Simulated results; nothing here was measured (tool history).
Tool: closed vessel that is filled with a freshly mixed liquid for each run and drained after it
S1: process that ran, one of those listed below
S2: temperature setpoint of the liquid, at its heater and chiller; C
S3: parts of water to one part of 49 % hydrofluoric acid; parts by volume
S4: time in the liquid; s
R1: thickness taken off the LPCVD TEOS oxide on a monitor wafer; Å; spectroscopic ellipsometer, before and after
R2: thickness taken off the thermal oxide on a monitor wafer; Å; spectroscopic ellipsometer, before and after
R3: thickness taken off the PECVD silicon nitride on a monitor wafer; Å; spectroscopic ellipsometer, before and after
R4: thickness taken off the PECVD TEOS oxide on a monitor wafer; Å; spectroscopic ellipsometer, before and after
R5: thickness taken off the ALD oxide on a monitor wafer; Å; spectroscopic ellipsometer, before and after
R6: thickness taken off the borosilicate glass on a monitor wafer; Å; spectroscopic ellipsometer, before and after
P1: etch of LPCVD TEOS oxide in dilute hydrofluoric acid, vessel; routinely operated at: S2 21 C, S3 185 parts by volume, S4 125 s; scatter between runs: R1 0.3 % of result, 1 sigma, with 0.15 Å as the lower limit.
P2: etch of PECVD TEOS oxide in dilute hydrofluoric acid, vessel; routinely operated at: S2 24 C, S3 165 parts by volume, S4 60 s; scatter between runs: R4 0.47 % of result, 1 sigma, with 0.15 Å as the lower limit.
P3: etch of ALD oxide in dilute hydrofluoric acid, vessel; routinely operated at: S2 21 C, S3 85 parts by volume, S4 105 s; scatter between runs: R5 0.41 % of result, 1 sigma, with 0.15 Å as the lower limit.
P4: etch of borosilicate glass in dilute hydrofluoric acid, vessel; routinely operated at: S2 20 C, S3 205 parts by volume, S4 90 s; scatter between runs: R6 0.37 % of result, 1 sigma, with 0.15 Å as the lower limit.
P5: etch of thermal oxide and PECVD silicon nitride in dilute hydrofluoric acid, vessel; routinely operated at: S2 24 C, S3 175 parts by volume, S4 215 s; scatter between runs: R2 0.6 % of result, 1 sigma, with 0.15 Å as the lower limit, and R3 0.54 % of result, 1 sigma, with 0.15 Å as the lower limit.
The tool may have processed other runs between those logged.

run,hour,S1,S2,S3,S4,R1,R2,R3,R4,R5,R6
1,5,P1,21,185,125,247.27,,,,,
2,12.5,P5,24,175,380,,93.692,76.415,,,
3,19.3,P5,31.5,175,215,,68.569,67.897,,,
4,26.4,P1,24.5,245,125,198.09,,,,,
5,34,P2,24,165,115,,,,157.79,,
6,42,P3,21,55,105,,,,,289.76,
7,49.5,P3,29,85,105,,,,,249.8,
8,56.3,P4,20,205,30,,,,,,38.677
9,61.5,P3,21,85,105,,,,,180.25,
10,69.5,P4,20,205,90,,,,,,115.04
11,78.3,P1,17,185,125,210,,,,,
12,85.1,P3,21,85,30,,,,,51.538,
13,92.7,P1,21,185,125,246.86,,,,,
14,99.5,P2,17,165,60,,,,62.819,,
15,106.7,P1,21,185,125,246.75,,,,,
16,112.1,P2,24,165,60,,,,82.309,,
17,120.9,P3,21,85,105,,,,,181.42,
18,125.5,P1,21,185,205,404.86,,,,,
19,131.7,P4,25,205,90,,,,,,139.48
20,137.9,P1,21,270,125,155.75,,,,,
21,143.9,P1,21,265,235,297.36,,,,,
22,150.7,P1,27.5,185,125,314.1,,,,,
23,156.1,P1,21,185,125,246.87,,,,,
24,160.1,P4,20,90,90,,,,,,294.76
25,167.9,P1,21,185,125,247.1,,,,,
26,172.5,P5,24,175,215,,52.895,43.324,,,
27,176.4,P2,24,245,60,,,,50.958,,
28,180.3,P1,25.5,185,185,431.84,,,,,
29,189.3,P5,24,50,215,,213.46,146.98,,,
30,197.6,P1,21,185,35,69.331,,,,,
31,203.9,P1,21,45,125,1188.5,,,,,
32,211.6,P1,21,185,125,246.72,,,,,
33,216.3,P1,21,185,125,243.12,,,,,
34,224.7,P1,21,185,125,237.4,,,,,
35,228.6,P1,21,185,125,234.82,,,,,
36,234.8,P1,21,185,125,232.52,,,,,
37,242,P1,21,185,125,230.52,,,,,
38,246.8,P1,21,185,125,230.88,,,,,
39,254,P1,21,185,125,229.61,,,,,
40,261.8,P1,21,185,125,227.65,,,,,
41,270.4,P1,21,185,125,228.9,,,,,
42,278.5,P1,21,185,125,227.08,,,,,
43,285.9,P1,21,185,125,227.89,,,,,

P1 no longer gives what it gave before; its output has crept away from where it was. The following 2 causes, each at its listed size, fit the log equally well:
A: hydrofluoric acid flow below the setpoint (%) = 6.57
B: liquid colder than its thermometer reads (K) = 2.09
The process output started creeping at around hour 211.6.

Of the 4 check runs listed below, each run on one wafer and each result written as a question mark, which would let you distinguish the listed causes because they would give clearly different results?
check 1,293.3,P2,17,165,110,,,,?,,
check 2,293.3,P4,23,135,90,,,,,,?
check 3,293.3,P5,24,175,365,,?,?,,,
check 4,293.3,P3,28.5,85,105,,,,,?,

What each check would give under each cause:
check,result,if A,if B
check 1,R4,106.02,105.28
check 2,R6,195.4,194.68
check 3,R2,82.092,82.264
check 3,R3,68.095,63.653
check 4,R5,226.49,225.38
Distance between the nearest two causes, measured in the result of the check that separates them most: check 1 0.7 %; check 2 0.37 %; check 3 6.74 %; check 4 0.49 %
The other checks would show nearly matching results whichever cause is true, so check 3 is the only one that separates the causes.

Here is what check 3 returned: R2 81.721 Å; R3 68.508 Å. Which cause is it?

It is A: hydrofluoric acid flow below the setpoint (%).
